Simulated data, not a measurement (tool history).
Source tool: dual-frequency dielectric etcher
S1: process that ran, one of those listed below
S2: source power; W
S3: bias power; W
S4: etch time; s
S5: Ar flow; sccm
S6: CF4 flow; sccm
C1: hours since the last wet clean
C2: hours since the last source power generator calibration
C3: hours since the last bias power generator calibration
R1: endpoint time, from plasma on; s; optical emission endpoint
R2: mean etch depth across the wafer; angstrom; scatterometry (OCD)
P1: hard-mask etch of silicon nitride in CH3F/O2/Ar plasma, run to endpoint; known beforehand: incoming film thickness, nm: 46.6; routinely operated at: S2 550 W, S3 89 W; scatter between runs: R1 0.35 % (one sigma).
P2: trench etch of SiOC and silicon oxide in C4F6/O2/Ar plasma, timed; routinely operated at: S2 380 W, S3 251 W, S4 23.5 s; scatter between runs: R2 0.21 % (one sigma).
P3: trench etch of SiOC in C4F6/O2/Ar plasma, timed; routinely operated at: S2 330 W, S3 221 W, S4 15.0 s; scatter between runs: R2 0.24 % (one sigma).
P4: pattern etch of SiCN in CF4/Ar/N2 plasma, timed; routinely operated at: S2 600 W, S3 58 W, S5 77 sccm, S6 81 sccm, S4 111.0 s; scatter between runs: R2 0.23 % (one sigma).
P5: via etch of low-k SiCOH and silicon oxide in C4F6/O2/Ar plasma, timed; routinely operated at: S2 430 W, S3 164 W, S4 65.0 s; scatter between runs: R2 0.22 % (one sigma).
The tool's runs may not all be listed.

run 1 hour=10.3 | S1=P1 S2=550 S3=89 | C1=108.3 C2=1219.2 C3=2570.8 | R1=54.775
run 2 hour=27.7 | S1=P5 S2=430 S3=164 S4=97.5 | C1=125.7 C2=1236.6 C3=2588.2 | R2=2731.00
run 3 hour=40.7 | S1=P2 S2=250 S3=251 S4=23.5 | C1=138.7 C2=1249.6 C3=2601.2 | R2=423.84
run 4 hour=57.0 | S1=P5 S2=430 S3=164 S4=65.0 | C1=155.0 C2=1265.9 C3=2617.5 | R2=1813.00
run 5 hour=73.3 | S1=P4 S2=600 S3=58 S4=111.0 S5=77 S6=81 | C1=171.3 C2=1282.2 C3=2633.8 | R2=1232.80
run 6 hour=89.3 | S1=P1 S2=320 S3=89 | C1=187.3 C2=1298.2 C3=2649.8 | R1=66.600
run 7 hour=103.1 | S1=P3 S2=330 S3=306 S4=15.0 | C1=201.1 C2=1312.0 C3=2663.6 | R2=337.26
run 8 hour=118.6 | S1=P1 S2=550 S3=118 | C1=216.6 C2=1327.5 C3=2679.1 | R1=49.358
run 9 hour=134.5 | S1=P1 S2=710 S3=118 | C1=232.5 C2=1343.4 C3=2695.0 | R1=44.785
run 10 hour=145.5 | S1=P4 S2=600 S3=58 S4=111.0 S5=106 S6=81 | C1=243.5 C2=1354.4 C3=2706.0 | R2=1169.90
run 11 hour=162.7 | S1=P2 S2=380 S3=251 S4=23.5 | C1=260.7 C2=1371.6 C3=2723.2 | R2=495.89
run 12 hour=170.4 | S1=P1 S2=550 S3=89 | C1=268.4 C2=1379.3 C3=2730.9 | R1=54.853
run 13 hour=181.4 | S1=P1 S2=550 S3=89 | C1=279.4 C2=1390.3 C3=2741.9 | R1=54.980
run 14 hour=195.5 | S1=P1 S2=550 S3=89 | C1=293.5 C2=1404.4 C3=2756.0 | R1=55.185
run 15 hour=206.0 | S1=P5 S2=430 S3=164 S4=65.0 | C1=304.0 C2=1414.9 C3=2766.5 | R2=1825.40
run 16 hour=217.4 | S1=P4 S2=600 S3=47 S4=111.0 S5=77 S6=81 | C1=315.4 C2=1426.3 C3=2777.9 | R2=1151.50
run 17 hour=229.6 | S1=P3 S2=330 S3=221 S4=15.0 | C1=327.6 C2=1438.5 C3=2790.1 | R2=300.86
run 18 hour=238.4 | S1=P1 S2=550 S3=71 | C1=336.4 C2=1447.3 C3=2798.9 | R1=59.033
run 19 hour=251.8 | S1=P1 S2=420 S3=55 | C1=349.8 C2=1460.7 C3=2812.3 | R1=72.014
-- hour=262.9 wet clean of the chamber
run 20 hour=265.6 | S1=P2 S2=380 S3=173 S4=23.5 | C1=2.8 C2=1474.5 C3=2826.1 | R2=439.71
run 21 hour=273.7 | S1=P4 S2=600 S3=58 S4=111.0 S5=77 S6=99 | C1=10.9 C2=1482.6 C3=2834.2 | R2=1260.90
run 22 hour=283.5 | S1=P1 S2=550 S3=89 | C1=20.7 C2=1492.4 C3=2844.0 | R1=54.973
run 23 hour=298.0 | S1=P3 S2=330 S3=221 S4=15.0 | C1=35.2 C2=1506.9 C3=2858.5 | R2=300.23
run 24 hour=309.7 | S1=P1 S2=550 S3=89 | C1=46.9 C2=1518.6 C3=2870.2 | R1=54.569
run 25 hour=323.6 | S1=P1 S2=550 S3=89 | C1=60.8 C2=1532.5 C3=2884.1 | R1=54.705
run 26 hour=338.8 | S1=P2 S2=380 S3=251 S4=23.5 | C1=76.0 C2=1547.7 C3=2899.3 | R2=496.04
run 27 hour=352.0 | S1=P4 S2=370 S3=58 S4=111.0 S5=77 S6=81 | C1=89.2 C2=1560.9 C3=2912.5 | R2=796.83
run 28 hour=362.4 | S1=P1 S2=450 S3=68 | C1=99.6 C2=1571.3 C3=2922.9 | R1=64.765
run 29 hour=379.7 | S1=P2 S2=380 S3=251 S4=13.0 | C1=116.9 C2=1588.6 C3=2940.2 | R2=275.20
run 30 hour=392.4 | S1=P1 S2=690 S3=89 | C1=129.6 C2=1601.3 C3=2952.9 | R1=50.271
run 31 hour=408.2 | S1=P4 S2=600 S3=58 S4=163.0 S5=77 S6=81 | C1=145.4 C2=1617.1 C3=2968.7 | R2=1804.00
run 32 hour=417.2 | S1=P5 S2=340 S3=164 S4=65.0 | C1=154.4 C2=1626.1 C3=2977.7 | R2=1659.00
run 33 hour=431.0 | S1=P5 S2=430 S3=215 S4=65.0 | C1=168.2 C2=1639.9 C3=2991.5 | R2=1990.00
run 34 hour=445.2 | S1=P3 S2=330 S3=221 S4=8.5 | C1=182.4 C2=1654.1 C3=3005.7 | R2=170.64
run 35 hour=457.5 | S1=P3 S2=230 S3=221 S4=15.0 | C1=194.7 C2=1666.4 C3=3018.0 | R2=262.28
run 36 hour=469.9 | S1=P1 S2=550 S3=89 | C1=207.1 C2=1678.8 C3=3030.4 | R1=55.041
run 37 hour=484.4 | S1=P1 S2=550 S3=89 | C1=221.6 C2=1693.3 C3=3044.9 | R1=55.319
run 38 hour=493.6 | S1=P1 S2=550 S3=89 | C1=230.8 C2=1702.5 C3=3054.1 | R1=55.688
-- hour=497.9 wet clean of the chamber
run 39 hour=501.5 | S1=P1 S2=550 S3=89 | C1=3.7 C2=1710.4 C3=3062.0 | R1=56.016
run 40 hour=509.6 | S1=P1 S2=550 S3=89 | C1=11.8 C2=1718.5 C3=3070.1 | R1=55.955
run 41 hour=519.3 | S1=P1 S2=550 S3=89 | C1=21.5 C2=1728.2 C3=3079.8 | R1=55.617
run 42 hour=528.2 | S1=P1 S2=550 S3=89 | C1=30.4 C2=1737.1 C3=3088.7 | R1=55.767

Compared with where it was, what P1 gives has crept away. Each cause listed below fits the log as well as the rest, at the size given for it:
A: source power that arrives under what is set, % = 4.51
B: bias power that arrives under what is set, % = 4.87
Onset of the creep was near hour 469.9.
All other causes, with the reason each is excluded:
chamber walls in a state that lowers the etch rate, %: serviced at hour 497.9, after the change had begun; the process did not return to its earlier output

Listed below are the offered check runs, one wafer per run, with question marks in place of results. For which of them would the causes give clearly different outcomes?
run check 1 hour=537.1 | S1=P3 S2=330 S3=304 S4=10.5 | R2=?
run check 2 hour=537.1 | S1=P4 S2=370 S3=58 S4=139.5 S5=77 S6=81 | R2=?
run check 3 hour=537.1 | S1=P5 S2=340 S3=164 S4=65.0 | R2=?
run check 4 hour=537.1 | S1=P2 S2=380 S3=180 S4=13.0 | R2=?

How each check would come out, cause by cause:
check=check_1 result=R2 if_A=231.38 if_B=231.33
check=check_2 result=R2 if_A=963.76 if_B=988.46
check=check_3 result=R2 if_A=1630.00 if_B=1634.00
check=check_4 result=R2 if_A=241.85 if_B=242.38
Smallest distance between any two causes, each pair judged by its most separating result, in per cent: check 1 0.02 %; check 2 2.53 %; check 3 0.24 %; check 4 0.22 %
The causes can be told apart only by check 2. The other checks would give nearly the same results under each of them.

Check 2 was then run and gave: R2 991.25 angstrom. Which cause is it?

Of the candidate causes, it is B: bias power that arrives under what is set, %.

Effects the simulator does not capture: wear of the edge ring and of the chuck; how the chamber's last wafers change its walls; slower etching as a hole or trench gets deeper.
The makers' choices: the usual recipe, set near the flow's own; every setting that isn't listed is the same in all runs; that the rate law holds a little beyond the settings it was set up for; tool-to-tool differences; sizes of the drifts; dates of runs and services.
